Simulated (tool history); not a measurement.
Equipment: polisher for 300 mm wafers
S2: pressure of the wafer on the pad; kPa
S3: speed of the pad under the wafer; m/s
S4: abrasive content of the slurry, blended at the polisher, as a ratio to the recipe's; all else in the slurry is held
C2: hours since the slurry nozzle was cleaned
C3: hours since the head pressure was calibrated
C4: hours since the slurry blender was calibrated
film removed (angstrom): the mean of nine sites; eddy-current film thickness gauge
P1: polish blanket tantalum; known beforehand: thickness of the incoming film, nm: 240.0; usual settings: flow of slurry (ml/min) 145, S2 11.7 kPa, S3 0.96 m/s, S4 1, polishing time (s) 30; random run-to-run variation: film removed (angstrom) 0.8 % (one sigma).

{"run": 1, "hour": 7.1, "flow of slurry (ml/min)": 145, "S2": 11.7, "S3": 0.96, "S4": 1, "polishing time (s)": 30, "wafers polished on this pad": 1142, "C2": 267.4, "C3": 368.4, "C4": 70.5, "film removed (angstrom)": 413.41}
{"run": 2, "hour": 14.0, "flow of slurry (ml/min)": 145, "S2": 11.7, "S3": 0.96, "S4": 1, "polishing time (s)": 30, "wafers polished on this pad": 1206, "C2": 274.3, "C3": 375.3, "C4": 77.4, "film removed (angstrom)": 411.36}
{"run": 3, "hour": 22.8, "flow of slurry (ml/min)": 145, "S2": 11.7, "S3": 0.96, "S4": 1, "polishing time (s)": 30, "wafers polished on this pad": 1287, "C2": 283.1, "C3": 384.1, "C4": 86.2, "film removed (angstrom)": 412.59}
{"run": 4, "hour": 27.8, "flow of slurry (ml/min)": 145, "S2": 11.7, "S3": 0.96, "S4": 1, "polishing time (s)": 18, "wafers polished on this pad": 1333, "C2": 288.1, "C3": 389.1, "C4": 91.2, "film removed (angstrom)": 248.58}
{"run": 5, "hour": 33.5, "flow of slurry (ml/min)": 145, "S2": 6.2, "S3": 0.96, "S4": 1, "polishing time (s)": 30, "wafers polished on this pad": 1386, "C2": 293.8, "C3": 394.8, "C4": 96.9, "film removed (angstrom)": 220.59}
{"run": 6, "hour": 40.2, "flow of slurry (ml/min)": 215, "S2": 11.7, "S3": 0.96, "S4": 1, "polishing time (s)": 30, "wafers polished on this pad": 1448, "C2": 300.5, "C3": 401.5, "C4": 103.6, "film removed (angstrom)": 443.44}
{"hour": 47.6, "done": "worn pad replaced by a new one"}
{"run": 7, "hour": 48.2, "flow of slurry (ml/min)": 145, "S2": 11.7, "S3": 0.96, "S4": 1.35, "polishing time (s)": 30, "wafers polished on this pad": 6, "C2": 308.5, "C3": 409.5, "C4": 111.6, "film removed (angstrom)": 451.07}
{"run": 8, "hour": 53.2, "flow of slurry (ml/min)": 85, "S2": 11.7, "S3": 0.96, "S4": 1, "polishing time (s)": 30, "wafers polished on this pad": 52, "C2": 313.5, "C3": 414.5, "C4": 116.6, "film removed (angstrom)": 370.12}
{"run": 9, "hour": 63.2, "flow of slurry (ml/min)": 145, "S2": 17.9, "S3": 0.96, "S4": 1, "polishing time (s)": 30, "wafers polished on this pad": 145, "C2": 323.5, "C3": 424.5, "C4": 126.6, "film removed (angstrom)": 639.07}
{"run": 10, "hour": 69.5, "flow of slurry (ml/min)": 145, "S2": 11.7, "S3": 0.96, "S4": 1, "polishing time (s)": 45, "wafers polished on this pad": 203, "C2": 329.8, "C3": 430.8, "C4": 132.9, "film removed (angstrom)": 621.49}
{"run": 11, "hour": 75.4, "flow of slurry (ml/min)": 145, "S2": 11.7, "S3": 0.66, "S4": 0.7, "polishing time (s)": 30, "wafers polished on this pad": 258, "C2": 335.7, "C3": 436.7, "C4": 138.8, "film removed (angstrom)": 258.05}
{"run": 12, "hour": 84.4, "flow of slurry (ml/min)": 145, "S2": 11.7, "S3": 1.52, "S4": 1, "polishing time (s)": 30, "wafers polished on this pad": 341, "C2": 344.7, "C3": 445.7, "C4": 147.8, "film removed (angstrom)": 656.87}
{"run": 13, "hour": 94.2, "flow of slurry (ml/min)": 145, "S2": 11.7, "S3": 0.48, "S4": 1, "polishing time (s)": 30, "wafers polished on this pad": 432, "C2": 354.5, "C3": 455.5, "C4": 157.6, "film removed (angstrom)": 206.03}
{"run": 14, "hour": 102.7, "flow of slurry (ml/min)": 145, "S2": 11.7, "S3": 0.96, "S4": 1, "polishing time (s)": 30, "wafers polished on this pad": 510, "C2": 363, "C3": 464, "C4": 166.1, "film removed (angstrom)": 417.72}
{"run": 15, "hour": 112.6, "flow of slurry (ml/min)": 145, "S2": 11.7, "S3": 0.96, "S4": 1, "polishing time (s)": 30, "wafers polished on this pad": 602, "C2": 372.9, "C3": 473.9, "C4": 176, "film removed (angstrom)": 420.28}
{"run": 16, "hour": 121.1, "flow of slurry (ml/min)": 145, "S2": 11.7, "S3": 0.96, "S4": 1, "polishing time (s)": 30, "wafers polished on this pad": 681, "C2": 381.4, "C3": 482.4, "C4": 184.5, "film removed (angstrom)": 415.41}
{"run": 17, "hour": 130.8, "flow of slurry (ml/min)": 145, "S2": 11.7, "S3": 0.96, "S4": 1, "polishing time (s)": 30, "wafers polished on this pad": 770, "C2": 391.1, "C3": 492.1, "C4": 194.2, "film removed (angstrom)": 419.12}

Run 18, settings as shown, results not yet in. Your forecast:
{"hour": 134.5, "done": "head pressure recalibrated"}
{"run": 18, "hour": 140.5, "flow of slurry (ml/min)": 145, "S2": 11.7, "S3": 0.96, "S4": 0.5, "polishing time (s)": 30, "wafers polished on this pad": 860, "C2": 400.8, "C3": 6.1, "C4": 203.9, "film removed (angstrom)": "?"}

film removed (angstrom): 325.93
